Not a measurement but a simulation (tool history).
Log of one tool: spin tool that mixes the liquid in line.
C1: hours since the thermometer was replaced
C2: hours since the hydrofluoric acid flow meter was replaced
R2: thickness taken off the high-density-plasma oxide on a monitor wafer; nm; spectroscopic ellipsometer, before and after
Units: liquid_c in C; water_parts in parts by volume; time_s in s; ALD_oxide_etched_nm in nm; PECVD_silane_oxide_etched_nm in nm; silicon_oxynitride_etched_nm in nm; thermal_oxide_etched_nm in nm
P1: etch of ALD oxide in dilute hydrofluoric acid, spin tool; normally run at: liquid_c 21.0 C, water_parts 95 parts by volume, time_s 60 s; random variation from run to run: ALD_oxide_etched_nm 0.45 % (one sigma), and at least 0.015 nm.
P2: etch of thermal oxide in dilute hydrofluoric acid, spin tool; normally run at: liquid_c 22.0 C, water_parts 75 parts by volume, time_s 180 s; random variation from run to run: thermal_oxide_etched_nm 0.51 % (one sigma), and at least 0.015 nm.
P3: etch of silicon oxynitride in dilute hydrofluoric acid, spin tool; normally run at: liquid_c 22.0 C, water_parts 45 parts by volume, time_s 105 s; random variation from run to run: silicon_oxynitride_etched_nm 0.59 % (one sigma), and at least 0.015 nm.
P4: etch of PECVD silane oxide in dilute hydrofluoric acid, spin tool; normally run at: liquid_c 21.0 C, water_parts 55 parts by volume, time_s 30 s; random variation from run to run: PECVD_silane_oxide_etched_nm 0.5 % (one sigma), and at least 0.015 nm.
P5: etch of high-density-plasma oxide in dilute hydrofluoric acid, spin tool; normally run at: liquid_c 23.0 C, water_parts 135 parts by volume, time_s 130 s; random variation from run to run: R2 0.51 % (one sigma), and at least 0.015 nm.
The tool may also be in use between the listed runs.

{"run": 1, "day": 0.092, "process": "P1", "liquid_c": 21.0, "water_parts": 95, "time_s": 60, "C1": 316.6, "C2": 799.3, "ALD_oxide_etched_nm": 9.4465}
{"run": 2, "day": 0.246, "process": "P5", "liquid_c": 23.0, "water_parts": 60, "time_s": 130, "C1": 320.3, "C2": 803.0, "R2": 23.737}
{"run": 3, "day": 0.429, "process": "P4", "liquid_c": 17.0, "water_parts": 55, "time_s": 30, "C1": 324.7, "C2": 807.4, "PECVD_silane_oxide_etched_nm": 21.561}
{"run": 4, "day": 0.554, "process": "P4", "liquid_c": 21.0, "water_parts": 55, "time_s": 30, "C1": 327.7, "C2": 810.4, "PECVD_silane_oxide_etched_nm": 25.67}
{"run": 5, "day": 0.683, "process": "P3", "liquid_c": 17.0, "water_parts": 45, "time_s": 105, "C1": 330.8, "C2": 813.5, "silicon_oxynitride_etched_nm": 4.681}
{"run": 6, "day": 0.829, "process": "P3", "liquid_c": 22.0, "water_parts": 20, "time_s": 105, "C1": 334.3, "C2": 817.0, "silicon_oxynitride_etched_nm": 13.734}
{"run": 7, "day": 0.983, "process": "P2", "liquid_c": 22.0, "water_parts": 75, "time_s": 180, "C1": 338.0, "C2": 820.7, "thermal_oxide_etched_nm": 10.405}
{"run": 8, "day": 1.092, "process": "P1", "liquid_c": 21.0, "water_parts": 95, "time_s": 60, "C1": 340.6, "C2": 823.3, "ALD_oxide_etched_nm": 9.397}
{"run": 9, "day": 1.271, "process": "P2", "liquid_c": 30.0, "water_parts": 75, "time_s": 180, "C1": 344.9, "C2": 827.6, "thermal_oxide_etched_nm": 14.17}
{"run": 10, "day": 1.375, "process": "P2", "liquid_c": 22.0, "water_parts": 75, "time_s": 180, "C1": 347.4, "C2": 830.1, "thermal_oxide_etched_nm": 10.399}
{"run": 11, "day": 1.508, "process": "P1", "liquid_c": 21.0, "water_parts": 35, "time_s": 60, "C1": 350.6, "C2": 833.3, "ALD_oxide_etched_nm": 27.496}
{"run": 12, "day": 1.621, "process": "P1", "liquid_c": 21.0, "water_parts": 95, "time_s": 25, "C1": 353.3, "C2": 836.0, "ALD_oxide_etched_nm": 3.9007}
{"run": 13, "day": 1.721, "process": "P3", "liquid_c": 22.0, "water_parts": 45, "time_s": 190, "C1": 355.7, "C2": 838.4, "silicon_oxynitride_etched_nm": 10.847}
{"run": 14, "day": 1.883, "process": "P1", "liquid_c": 21.0, "water_parts": 95, "time_s": 60, "C1": 359.6, "C2": 842.3, "ALD_oxide_etched_nm": 9.4335}
{"run": 15, "day": 2.058, "process": "P1", "liquid_c": 17.0, "water_parts": 95, "time_s": 60, "C1": 363.8, "C2": 846.5, "ALD_oxide_etched_nm": 7.9643}
{"run": 16, "day": 2.225, "process": "P1", "liquid_c": 21.0, "water_parts": 170, "time_s": 60, "C1": 367.8, "C2": 850.5, "ALD_oxide_etched_nm": 4.8477}
{"run": 17, "day": 2.354, "process": "P1", "liquid_c": 26.5, "water_parts": 95, "time_s": 60, "C1": 370.9, "C2": 853.6, "ALD_oxide_etched_nm": 11.713}
{"run": 18, "day": 2.475, "process": "P5", "liquid_c": 23.0, "water_parts": 135, "time_s": 15, "C1": 373.8, "C2": 856.5, "R2": 1.1118}
{"run": 19, "day": 2.617, "process": "P1", "liquid_c": 21.0, "water_parts": 95, "time_s": 60, "C1": 377.2, "C2": 859.9, "ALD_oxide_etched_nm": 9.4178}
{"run": 20, "day": 2.742, "process": "P4", "liquid_c": 21.0, "water_parts": 55, "time_s": 15, "C1": 380.2, "C2": 862.9, "PECVD_silane_oxide_etched_nm": 12.861}
{"run": 21, "day": 2.921, "process": "P1", "liquid_c": 21.0, "water_parts": 95, "time_s": 60, "C1": 384.5, "C2": 867.2, "ALD_oxide_etched_nm": 9.4046}
{"run": 22, "day": 3.033, "process": "P5", "liquid_c": 17.0, "water_parts": 135, "time_s": 130, "C1": 387.2, "C2": 869.9, "R2": 7.631}
{"run": 23, "day": 3.121, "process": "P3", "liquid_c": 22.0, "water_parts": 45, "time_s": 105, "C1": 389.3, "C2": 872.0, "silicon_oxynitride_etched_nm": 5.9731}
{"run": 24, "day": 3.296, "process": "P1", "liquid_c": 21.0, "water_parts": 95, "time_s": 60, "C1": 393.5, "C2": 876.2, "ALD_oxide_etched_nm": 9.4074}
{"run": 25, "day": 3.462, "process": "P1", "liquid_c": 21.0, "water_parts": 95, "time_s": 60, "C1": 397.5, "C2": 880.2, "ALD_oxide_etched_nm": 9.4183}
{"run": 26, "day": 3.554, "process": "P5", "liquid_c": 23.0, "water_parts": 135, "time_s": 130, "C1": 399.7, "C2": 882.4, "R2": 9.7012}
{"day": 3.658, "done": "thermometer replaced"}
{"run": 27, "day": 3.679, "process": "P1", "liquid_c": 21.0, "water_parts": 95, "time_s": 120, "C1": 0.5, "C2": 885.4, "ALD_oxide_etched_nm": 18.903}
{"run": 28, "day": 3.792, "process": "P1", "liquid_c": 21.0, "water_parts": 20, "time_s": 15, "C1": 3.2, "C2": 888.1, "ALD_oxide_etched_nm": 12.167}
{"run": 29, "day": 3.9, "process": "P2", "liquid_c": 22.0, "water_parts": 110, "time_s": 180, "C1": 5.8, "C2": 890.7, "thermal_oxide_etched_nm": 6.7377}
{"run": 30, "day": 4.079, "process": "P1", "liquid_c": 21.0, "water_parts": 30, "time_s": 15, "C1": 10.1, "C2": 895.0, "ALD_oxide_etched_nm": 8.0466}
{"run": 31, "day": 4.221, "process": "P1", "liquid_c": 24.5, "water_parts": 95, "time_s": 20, "C1": 13.5, "C2": 898.4, "ALD_oxide_etched_nm": 3.627}
{"run": 32, "day": 4.392, "process": "P4", "liquid_c": 21.0, "water_parts": 100, "time_s": 30, "C1": 17.6, "C2": 902.5, "PECVD_silane_oxide_etched_nm": 13.343}
{"run": 33, "day": 4.55, "process": "P2", "liquid_c": 22.0, "water_parts": 75, "time_s": 285, "C1": 21.4, "C2": 906.3, "thermal_oxide_etched_nm": 16.421}
{"run": 34, "day": 4.65, "process": "P1", "liquid_c": 21.0, "water_parts": 95, "time_s": 60, "C1": 23.8, "C2": 908.7, "ALD_oxide_etched_nm": 9.4441}
{"run": 35, "day": 4.767, "process": "P1", "liquid_c": 21.0, "water_parts": 95, "time_s": 60, "C1": 26.6, "C2": 911.5, "ALD_oxide_etched_nm": 8.9454}
{"run": 36, "day": 4.904, "process": "P1", "liquid_c": 21.0, "water_parts": 95, "time_s": 60, "C1": 29.9, "C2": 914.8, "ALD_oxide_etched_nm": 8.7432}
{"run": 37, "day": 5.071, "process": "P1", "liquid_c": 21.0, "water_parts": 95, "time_s": 60, "C1": 33.9, "C2": 918.8, "ALD_oxide_etched_nm": 8.6731}
{"run": 38, "day": 5.212, "process": "P1", "liquid_c": 21.0, "water_parts": 95, "time_s": 60, "C1": 37.3, "C2": 922.2, "ALD_oxide_etched_nm": 8.6267}
{"run": 39, "day": 5.312, "process": "P1", "liquid_c": 21.0, "water_parts": 95, "time_s": 60, "C1": 39.7, "C2": 924.6, "ALD_oxide_etched_nm": 8.5885}
{"run": 40, "day": 5.446, "process": "P1", "liquid_c": 21.0, "water_parts": 95, "time_s": 60, "C1": 42.9, "C2": 927.8, "ALD_oxide_etched_nm": 8.5599}

What P1 gives has crept away from where it was. These 2 causes fit the log equally well, each at the size given:
A: hydrofluoric acid flow below the setpoint (%) = 7.97
B: liquid colder than its thermometer reads (K) = 2.25
The creep began at about day 4.650.

4 check runs are offered, each on 2 wafers whose results are averaged, their results left as question marks. Which one tells the causes apart?
{"run": "check 1", "day": 5.579, "process": "P4", "liquid_c": 17.0, "water_parts": 95, "time_s": 30, "PECVD_silane_oxide_etched_nm": "?"}
{"run": "check 2", "day": 5.579, "process": "P3", "liquid_c": 22.0, "water_parts": 20, "time_s": 145, "silicon_oxynitride_etched_nm": "?"}
{"run": "check 3", "day": 5.579, "process": "P5", "liquid_c": 17.0, "water_parts": 135, "time_s": 75, "R2": "?"}
{"run": "check 4", "day": 5.579, "process": "P2", "liquid_c": 29.0, "water_parts": 75, "time_s": 180, "thermal_oxide_etched_nm": "?"}

What each check would give under each cause:
check=check_1 result=PECVD_silane_oxide_etched_nm if_A=10.881 if_B=10.832
check=check_2 result=silicon_oxynitride_etched_nm if_A=17.4200 if_B=16.8830
check=check_3 result=R2 if_A=4.0007 if_B=4.0027
check=check_4 result=thermal_oxide_etched_nm if_A=12.5380 if_B=12.5950
How far apart the two closest causes lie, in the result that separates them most: check 1 0.45 %; check 2 3.13 %; check 3 0.05 %; check 4 0.46 %
Only check 2 tells the causes apart: in the others they would give nearly the same result.

Then check 2 was run and gave: silicon_oxynitride_etched_nm 17.3440 nm. Which cause is it?

It is A: hydrofluoric acid flow below the setpoint (%).

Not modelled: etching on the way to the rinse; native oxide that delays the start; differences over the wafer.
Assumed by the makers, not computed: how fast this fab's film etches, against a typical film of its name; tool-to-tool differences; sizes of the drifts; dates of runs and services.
